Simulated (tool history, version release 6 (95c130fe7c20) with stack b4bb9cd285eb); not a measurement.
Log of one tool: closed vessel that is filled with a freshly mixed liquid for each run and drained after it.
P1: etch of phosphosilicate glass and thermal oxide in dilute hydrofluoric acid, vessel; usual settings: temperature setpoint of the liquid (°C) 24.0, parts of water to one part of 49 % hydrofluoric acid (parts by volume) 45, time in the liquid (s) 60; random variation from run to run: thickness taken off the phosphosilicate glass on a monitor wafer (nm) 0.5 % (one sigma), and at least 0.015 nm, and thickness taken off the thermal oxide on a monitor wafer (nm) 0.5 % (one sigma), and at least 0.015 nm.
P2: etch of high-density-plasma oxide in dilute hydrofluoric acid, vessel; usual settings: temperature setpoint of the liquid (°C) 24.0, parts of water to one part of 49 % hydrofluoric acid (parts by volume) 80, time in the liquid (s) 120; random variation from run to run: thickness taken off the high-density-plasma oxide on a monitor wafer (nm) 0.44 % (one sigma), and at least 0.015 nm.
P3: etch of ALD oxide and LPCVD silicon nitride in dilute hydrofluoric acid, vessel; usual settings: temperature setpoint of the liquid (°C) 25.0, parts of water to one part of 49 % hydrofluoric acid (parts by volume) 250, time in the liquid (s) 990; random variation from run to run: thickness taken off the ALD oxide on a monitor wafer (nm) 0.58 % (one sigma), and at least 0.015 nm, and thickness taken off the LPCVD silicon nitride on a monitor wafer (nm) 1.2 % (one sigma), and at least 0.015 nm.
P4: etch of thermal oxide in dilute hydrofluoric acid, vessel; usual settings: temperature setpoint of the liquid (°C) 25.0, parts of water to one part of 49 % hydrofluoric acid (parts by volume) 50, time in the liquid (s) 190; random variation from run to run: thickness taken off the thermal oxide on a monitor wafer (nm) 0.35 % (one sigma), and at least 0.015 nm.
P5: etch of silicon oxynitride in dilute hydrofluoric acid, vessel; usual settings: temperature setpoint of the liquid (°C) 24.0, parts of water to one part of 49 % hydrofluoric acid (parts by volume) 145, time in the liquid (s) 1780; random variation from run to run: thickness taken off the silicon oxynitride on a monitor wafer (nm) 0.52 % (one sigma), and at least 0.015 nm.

| run | day | process that ran | temperature setpoint of the liquid (°C) | parts of water to one part of 49 % hydrofluoric acid (parts by volume) | time in the liquid (s) | thickness taken off the phosphosilicate glass on a monitor wafer (nm) | thickness taken off the thermal oxide on a monitor wafer (nm) | thickness taken off the silicon oxynitride on a monitor wafer (nm) | thickness taken off the ALD oxide on a monitor wafer (nm) | thickness taken off the LPCVD silicon nitride on a monitor wafer (nm) | thickness taken off the high-density-plasma oxide on a monitor wafer (nm) |
|---|---|---|---|---|---|---|---|---|---|---|---|
| 1 | 0.658 | P1 | 24.0 | 45 | 60 | 279.190 | 7.1507 |  |  |  |  |
| 2 | 1.208 | P1 | 18.5 | 45 | 60 | 220.340 | 5.6744 |  |  |  |  |
| 3 | 1.538 | P1 | 24.0 | 20 | 60 | 645.920 | 16.6720 |  |  |  |  |
| 4 | 2.025 | P5 | 24.0 | 250 | 1780 |  |  | 13.037 |  |  |  |
| 5 | 2.650 | P1 | 31.0 | 45 | 60 | 369.460 | 9.5226 |  |  |  |  |
| 6 | 3.117 | P3 | 25.0 | 420 | 990 |  |  |  | 20.791 | 1.3847 |  |
| 7 | 3.775 | P1 | 24.0 | 45 | 60 | 279.710 | 7.1317 |  |  |  |  |
| 8 | 4.188 | P1 | 24.0 | 45 | 90 | 415.080 | 10.7130 |  |  |  |  |
| 9 | 4.746 | P3 | 33.0 | 250 | 990 |  |  |  | 53.990 | 3.7289 |  |
| 10 | 5.138 | P1 | 24.0 | 45 | 60 | 277.360 | 7.1161 |  |  |  |  |
| 11 | 5.483 | P1 | 24.0 | 70 | 60 | 174.090 | 4.4967 |  |  |  |  |
| 12 | 5.846 | P4 | 25.0 | 50 | 190 |  | 19.5040 |  |  |  |  |
| 13 | 6.483 | P3 | 25.0 | 250 | 990 |  |  |  | 41.079 | 2.2720 |  |
| 14 | 7.025 | P1 | 24.0 | 45 | 30 | 139.910 | 3.5660 |  |  |  |  |
| 15 | 7.662 | P5 | 30.5 | 145 | 1780 |  |  | 32.403 |  |  |  |
| 16 | 8.112 | P5 | 24.0 | 145 | 1780 |  |  | 24.380 |  |  |  |
| 17 | 8.446 | P1 | 24.0 | 45 | 60 | 278.920 | 7.2360 |  |  |  |  |
| 18 | 8.829 | P2 | 24.0 | 130 | 120 |  |  |  |  |  | 8.2216 |
| 19 | 9.271 | P1 | 24.0 | 65 | 30 | 93.468 | 2.4136 |  |  |  |  |
| 20 | 9.867 | P2 | 24.0 | 80 | 120 |  |  |  |  |  | 14.1000 |
| 21 | 10.279 | P3 | 25.0 | 250 | 1570 |  |  |  | 65.633 | 3.7604 |  |
| 22 | 10.633 | P5 | 24.0 | 145 | 2985 |  |  | 40.499 |  |  |  |
| 23 | 11.183 | P2 | 32.5 | 80 | 120 |  |  |  |  |  | 19.4890 |
| 24 | 11.542 | P4 | 25.0 | 50 | 280 |  | 28.7790 |  |  |  |  |
| 25 | 11.992 | P2 | 24.0 | 80 | 40 |  |  |  |  |  | 4.6787 |
| 26 | 12.604 | P4 | 25.0 | 70 | 190 |  | 13.5910 |  |  |  |  |
| 27 | 13.196 | P4 | 31.0 | 50 | 190 |  | 24.7060 |  |  |  |  |
| 28 | 13.500 | P2 | 24.0 | 80 | 120 |  |  |  |  |  | 13.9200 |
| 29 | 13.912 | P1 | 24.0 | 75 | 90 | 242.280 | 6.2301 |  |  |  |  |
| 30 | 14.538 | P1 | 24.0 | 65 | 90 | 282.220 | 7.2763 |  |  |  |  |
| 31 | 14.917 | P1 | 24.0 | 45 | 60 | 277.230 | 7.2108 |  |  |  |  |
| 32 | 15.388 | P1 | 24.0 | 45 | 60 | 279.730 | 7.2011 |  |  |  |  |
| 33 | 15.883 | P1 | 24.0 | 45 | 60 | 294.240 | 7.5325 |  |  |  |  |
| 34 | 16.342 | P1 | 24.0 | 45 | 60 | 302.400 | 7.7235 |  |  |  |  |
| 35 | 16.683 | P1 | 24.0 | 45 | 60 | 302.160 | 7.8349 |  |  |  |  |
| 36 | 16.988 | P1 | 24.0 | 45 | 60 | 303.440 | 7.8694 |  |  |  |  |
| 37 | 17.508 | P1 | 24.0 | 45 | 60 | 306.310 | 7.8845 |  |  |  |  |
| 38 | 17.892 | P1 | 24.0 | 45 | 60 | 306.500 | 7.8575 |  |  |  |  |

What P1 gives has crept away from where it was. These 2 causes fit the log equally well, each at the size given:
A: hydrofluoric acid flow above the setpoint (%) = 9.45
B: liquid hotter than its thermometer reads (K) = 2.34
The creep began at about day 15.388.

4 check runs are offered, each on 2 wafers whose results are averaged, their results left as question marks. Which one tells the causes apart?
| check 1 | 18.275 | P5 | 24.0 | 145 | 1780 |  |  | ? |  |  |  |
| check 2 | 18.275 | P3 | 25.0 | 250 | 990 |  |  |  | ? | ? |  |
| check 3 | 18.275 | P2 | 24.0 | 80 | 120 |  |  |  |  |  | ? |
| check 4 | 18.275 | P4 | 25.0 | 50 | 190 |  | ? |  |  |  |  |

What each check would give under each cause:
| check | result | if A | if B |
|---|---|---|---|
| check 1 | thickness taken off the silicon oxynitride on a monitor wafer (nm) | 26.894 | 27.059 |
| check 2 | thickness taken off the ALD oxide on a monitor wafer (nm) | 46.139 | 44.711 |
| check 2 | thickness taken off the LPCVD silicon nitride on a monitor wafer (nm) | 2.5246 | 2.6601 |
| check 3 | thickness taken off the high-density-plasma oxide on a monitor wafer (nm) | 15.5250 | 15.4320 |
| check 4 | thickness taken off the thermal oxide on a monitor wafer (nm) | 21.4780 | 21.4440 |
How far apart the two closest causes lie, in the result that separates them most: check 1 0.61 %; check 2 5.23 %; check 3 0.6 %; check 4 0.16 %
Only check 2 tells the causes apart: in the others they would give nearly the same result.

Then check 2 was run and gave: thickness taken off the ALD oxide on a monitor wafer (nm) 44.609; thickness taken off the LPCVD silicon nitride on a monitor wafer (nm) 2.6797. Which cause is it?

It is B: liquid hotter than its thermometer reads (K).

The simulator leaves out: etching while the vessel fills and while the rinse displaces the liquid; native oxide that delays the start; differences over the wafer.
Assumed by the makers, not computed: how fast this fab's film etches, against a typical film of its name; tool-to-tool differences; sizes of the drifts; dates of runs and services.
